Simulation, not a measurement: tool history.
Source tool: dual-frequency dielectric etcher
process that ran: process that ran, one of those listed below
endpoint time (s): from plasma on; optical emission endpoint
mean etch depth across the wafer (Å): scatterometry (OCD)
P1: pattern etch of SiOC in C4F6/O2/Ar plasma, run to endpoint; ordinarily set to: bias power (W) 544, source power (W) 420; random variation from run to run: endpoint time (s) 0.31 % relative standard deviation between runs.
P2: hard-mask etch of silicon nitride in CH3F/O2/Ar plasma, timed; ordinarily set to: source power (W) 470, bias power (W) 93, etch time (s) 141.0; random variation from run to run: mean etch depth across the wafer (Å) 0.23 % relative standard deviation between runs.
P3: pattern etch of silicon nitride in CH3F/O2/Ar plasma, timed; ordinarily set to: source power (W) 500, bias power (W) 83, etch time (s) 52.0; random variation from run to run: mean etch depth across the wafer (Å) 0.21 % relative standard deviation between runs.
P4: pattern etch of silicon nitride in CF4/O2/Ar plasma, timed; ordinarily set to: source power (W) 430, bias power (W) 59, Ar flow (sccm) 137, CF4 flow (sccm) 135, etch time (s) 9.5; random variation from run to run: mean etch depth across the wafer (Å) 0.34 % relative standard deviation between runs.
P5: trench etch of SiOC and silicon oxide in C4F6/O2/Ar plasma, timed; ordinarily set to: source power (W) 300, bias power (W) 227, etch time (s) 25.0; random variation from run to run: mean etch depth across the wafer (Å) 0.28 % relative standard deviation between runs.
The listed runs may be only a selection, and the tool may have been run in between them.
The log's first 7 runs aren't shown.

run,hour,process that ran,bias power (W),source power (W),etch time (s),Ar flow (sccm),CF4 flow (sccm),endpoint time (s),mean etch depth across the wafer (Å)
8,27.1,P2,93,470,208.5,,,,1719.900
9,30.5,P3,113,500,52.0,,,,477.740
10,35.1,P1,544,510,,,,11.867,
11,40.0,P4,59,430,9.5,172,135,,165.910
12,45.2,P2,113,470,141.0,,,,1247.300
13,50.6,P5,227,410,25.0,,,,549.990
14,54.3,P5,227,300,25.0,,,,482.720
15,57.8,P4,59,430,5.0,137,135,,89.136
16,62.8,P3,83,500,67.0,,,,549.850
17,67.5,P3,83,500,52.0,,,,429.690
18,71.1,P1,375,420,,,,14.585,
19,74.6,P4,59,430,9.5,137,135,,170.600
20,78.7,P1,397,310,,,,16.021,
21,83.8,P4,59,570,9.5,137,135,,216.110
22,89.2,P2,93,470,141.0,,,,1164.400
23,92.8,P5,317,300,25.0,,,,545.760
24,97.3,P4,59,430,9.5,137,110,,167.030
25,102.2,P1,763,420,,,,11.202,
26,107.1,P3,83,410,52.0,,,,396.500
27,110.6,P1,423,350,,,,14.999,
28,113.9,P1,442,540,,,,12.528,
29,118.3,P1,544,420,,,,12.783,
30,120.9,P2,93,470,141.0,,,,1161.500
31,125.4,P1,544,420,,,,12.765,

Run 32 has not been measured yet. What should we expect?
32,128.5,P1,544,420,,,,?,

Run 32 produced endpoint time (s) 12.702.

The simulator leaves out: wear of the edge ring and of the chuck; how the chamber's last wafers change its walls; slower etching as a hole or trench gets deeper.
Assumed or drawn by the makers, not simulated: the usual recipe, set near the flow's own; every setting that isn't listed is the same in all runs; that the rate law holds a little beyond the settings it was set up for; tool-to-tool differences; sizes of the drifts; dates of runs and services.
